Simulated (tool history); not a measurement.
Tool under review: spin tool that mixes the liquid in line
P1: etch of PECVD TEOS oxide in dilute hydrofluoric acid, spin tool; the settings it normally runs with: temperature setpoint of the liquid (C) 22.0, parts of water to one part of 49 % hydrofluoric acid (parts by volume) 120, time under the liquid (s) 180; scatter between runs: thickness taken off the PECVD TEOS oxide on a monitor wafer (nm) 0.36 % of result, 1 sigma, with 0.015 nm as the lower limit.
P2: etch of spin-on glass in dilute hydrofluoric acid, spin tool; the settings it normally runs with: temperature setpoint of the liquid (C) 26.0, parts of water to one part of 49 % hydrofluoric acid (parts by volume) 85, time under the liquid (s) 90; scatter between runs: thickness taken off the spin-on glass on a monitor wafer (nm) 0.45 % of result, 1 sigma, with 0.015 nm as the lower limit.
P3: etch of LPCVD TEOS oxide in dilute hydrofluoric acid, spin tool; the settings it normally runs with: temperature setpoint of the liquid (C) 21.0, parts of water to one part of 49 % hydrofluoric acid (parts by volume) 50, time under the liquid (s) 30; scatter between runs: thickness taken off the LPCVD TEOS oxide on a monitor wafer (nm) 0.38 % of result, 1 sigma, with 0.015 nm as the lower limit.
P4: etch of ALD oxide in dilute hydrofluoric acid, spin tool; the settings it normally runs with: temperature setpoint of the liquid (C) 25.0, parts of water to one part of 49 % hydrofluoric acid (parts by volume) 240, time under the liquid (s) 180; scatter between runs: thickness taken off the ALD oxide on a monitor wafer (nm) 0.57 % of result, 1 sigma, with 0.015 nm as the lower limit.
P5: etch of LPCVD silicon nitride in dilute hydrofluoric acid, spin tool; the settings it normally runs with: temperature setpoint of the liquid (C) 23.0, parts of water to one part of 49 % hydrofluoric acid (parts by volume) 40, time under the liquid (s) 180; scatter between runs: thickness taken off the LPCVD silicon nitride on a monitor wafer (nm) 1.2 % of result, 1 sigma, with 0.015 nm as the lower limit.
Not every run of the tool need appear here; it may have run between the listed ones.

run   hour  process that ran  temperature setpoint of the liquid (C)  parts of water to one part of 49 % hydrofluoric acid (parts by volume)  time under the liquid (s)  hours since the thermometer was replaced  hours since the hydrofluoric acid flow meter was replaced  thickness taken off the PECVD TEOS oxide on a monitor wafer (nm)  thickness taken off the LPCVD TEOS oxide on a monitor wafer (nm)  thickness taken off the spin-on glass on a monitor wafer (nm)  thickness taken off the ALD oxide on a monitor wafer (nm)  thickness taken off the LPCVD silicon nitride on a monitor wafer (nm)
  1   10.4                P1                                    22.0                                                                     120                        180                                    2235.1                                                      393.0                                                           25.6810
  2   17.9                P3                                    21.0                                                                      90                         30                                    2242.6                                                      400.5                                                                                                                              8.5497
  3   28.0                P1                                    18.5                                                                     120                         75                                    2252.7                                                      410.6                                                            9.3004
  4   36.1                P1                                    22.0                                                                     200                        180                                    2260.8                                                      418.7                                                           14.1540
  5   42.6                P1                                    26.0                                                                     120                        180                                    2267.3                                                      425.2                                                           29.8390
  6   49.4                P3                                    17.0                                                                      50                         30                                    2274.1                                                      432.0                                                                                                                             13.5920
  7   54.0                P2                                    26.0                                                                      85                         90                                    2278.7                                                      436.6                                                                                                                                                                                             49.771
  8   58.6                P1                                    17.5                                                                     120                        180                                    2283.3                                                      441.2                                                           21.4770
  9   65.5                P1                                    22.0                                                                     120                        180                                    2290.2                                                      448.1                                                           25.6660
 10   75.0                P4                                    25.0                                                                     240                        180                                    2299.7                                                      457.6                                                                                                                                                                                                                                                        10.132
 11   82.6                P2                                    26.0                                                                      85                        175                                    2307.3                                                      465.2                                                                                                                                                                                             96.743
 12   92.9                P4                                    25.0                                                                      40                        180                                    2317.6                                                      475.5                                                                                                                                                                                                                                                        76.304
      96.9  -- hydrofluoric acid flow meter replaced
 13  101.1                P2                                    26.0                                                                      85                         90                                    2325.8                                                        4.2                                                                                                                                                                                             49.555
 14  108.5                P3                                    21.0                                                                      50                         30                                    2333.2                                                       11.6                                                                                                                             16.1390
 15  114.3                P5                                    29.5                                                                      40                        180                                    2339.0                                                       17.4                                                                                                                                                                                                                                                                                                                               3.1066
 16  122.4                P1                                    22.0                                                                     120                        180                                    2347.1                                                       25.5                                                           25.6790
 17  131.7                P4                                    25.0                                                                     240                        360                                    2356.4                                                       34.8                                                                                                                                                                                                                                                        20.312
 18  141.3                P5                                    23.0                                                                      20                        180                                    2366.0                                                       44.4                                                                                                                                                                                                                                                                                                                               3.9285
 19  146.2                P1                                    22.0                                                                     120                         15                                    2370.9                                                       49.3                                                            2.1220
 20  152.3                P1                                    17.0                                                                     120                         15                                    2377.0                                                       55.4                                                            1.7451
 21  161.0                P3                                    21.0                                                                      50                         30                                    2385.7                                                       64.1                                                                                                                             16.1700
 22  169.0                P2                                    26.0                                                                     140                         90                                    2393.7                                                       72.1                                                                                                                                                                                             28.246
 23  177.7                P5                                    23.0                                                                      40                        335                                    2402.4                                                       80.8                                                                                                                                                                                                                                                                                                                               3.7435
 24  182.9                P3                                    21.0                                                                      50                         15                                    2407.6                                                       86.0                                                                                                                              8.1005
 25  191.4                P2                                    18.0                                                                      85                         90                                    2416.1                                                       94.5                                                                                                                                                                                             35.963
 26  198.2                P1                                    22.0                                                                     120                        180                                    2422.9                                                      101.3                                                           25.6610
 27  204.0                P1                                    22.0                                                                     120                        180                                    2428.7                                                      107.1                                                           25.7370
 28  214.3                P4                                    33.0                                                                     240                        180                                    2439.0                                                      117.4                                                                                                                                                                                                                                                        13.170
 29  222.8                P1                                    22.0                                                                     120                        330                                    2447.5                                                      125.9                                                           46.9470
 30  228.8                P1                                    22.0                                                                      70                        180                                    2453.5                                                      131.9                                                           46.6010
 31  237.2                P4                                    25.0                                                                     240                        180                                    2461.9                                                      140.3                                                                                                                                                                                                                                                        10.042
 32  244.4                P5                                    23.0                                                                      40                        180                                    2469.1                                                      147.5                                                                                                                                                                                                                                                                                                                               1.9596
 33  254.8                P1                                    22.0                                                                     120                        180                                    2479.5                                                      157.9                                                           25.5290
 34  260.8                P1                                    22.0                                                                     120                        180                                    2485.5                                                      163.9                                                           25.8740
 35  267.3                P1                                    22.0                                                                     120                        180                                    2492.0                                                      170.4                                                           26.3210
 36  277.7                P1                                    22.0                                                                     120                        180                                    2502.4                                                      180.8                                                           26.7110
 37  283.5                P1                                    22.0                                                                     120                        180                                    2508.2                                                      186.6                                                           26.8140
 38  293.1                P1                                    22.0                                                                     120                        180                                    2517.8                                                      196.2                                                           26.9470
 39  299.7                P1                                    22.0                                                                     120                        180                                    2524.4                                                      202.8                                                           27.0550
 40  307.4                P1                                    22.0                                                                     120                        180                                    2532.1                                                      210.5                                                           27.2760
 41  316.5                P1                                    22.0                                                                     120                        180                                    2541.2                                                      219.6                                                           27.1940
 42  324.9                P1                                    22.0                                                                     120                        180                                    2549.6                                                      228.0                                                           27.1620
 43  330.3                P1                                    22.0                                                                     120                        180                                    2555.0                                                      233.4                                                           27.1350

Compared with where it was, what P1 gives has crept away. Each cause listed below fits the log as well as the rest, at the size given for it:
A: hydrofluoric acid flow above the setpoint (%) = 5.14
B: liquid hotter than its thermometer reads (K) = 1.44
At approximately hour 254.8, the process output began to creep.

You are offered 4 check runs, listed below with question marks in place of their results; each one averages 5 wafers. Which run separates the listed causes by giving clearly different results for each?
check 1  335.7                P3                                    21.0                                                                      80                         30                                                                                                                                                                                                                                        ?
check 2  335.7                P2                                    22.0                                                                     110                         90                                                                                                                                                                                                                                                                                                       ?
check 3  335.7                P5                                    23.0                                                                      40                        330                                                                                                                                                                                                                                                                                                                                                                                                                                         ?
check 4  335.7                P4                                    25.0                                                                     150                        180                                                                                                                                                                                                                                                                                                                                                                  ?

Expected result of each check under each candidate cause:
  check                                                                 result     if A     if B
check 1       thickness taken off the LPCVD TEOS oxide on a monitor wafer (nm)  10.2620  10.3060
check 2          thickness taken off the spin-on glass on a monitor wafer (nm)   33.642   33.673
check 3  thickness taken off the LPCVD silicon nitride on a monitor wafer (nm)   3.8448   4.0377
check 4              thickness taken off the ALD oxide on a monitor wafer (nm)   18.966   18.879
Minimum pairwise separation of causes per check, each pair taken at its best-separating result: check 1 0.43 %; check 2 0.09 %; check 3 4.89 %; check 4 0.46 %
The other checks would show nearly matching results whichever cause is true, so check 3 is the only one that separates the causes.

Check 3 has now been run. It gave: thickness taken off the LPCVD silicon nitride on a monitor wafer (nm) 4.0321. Which of the candidate causes is it?

The cause is B: liquid hotter than its thermometer reads (K).
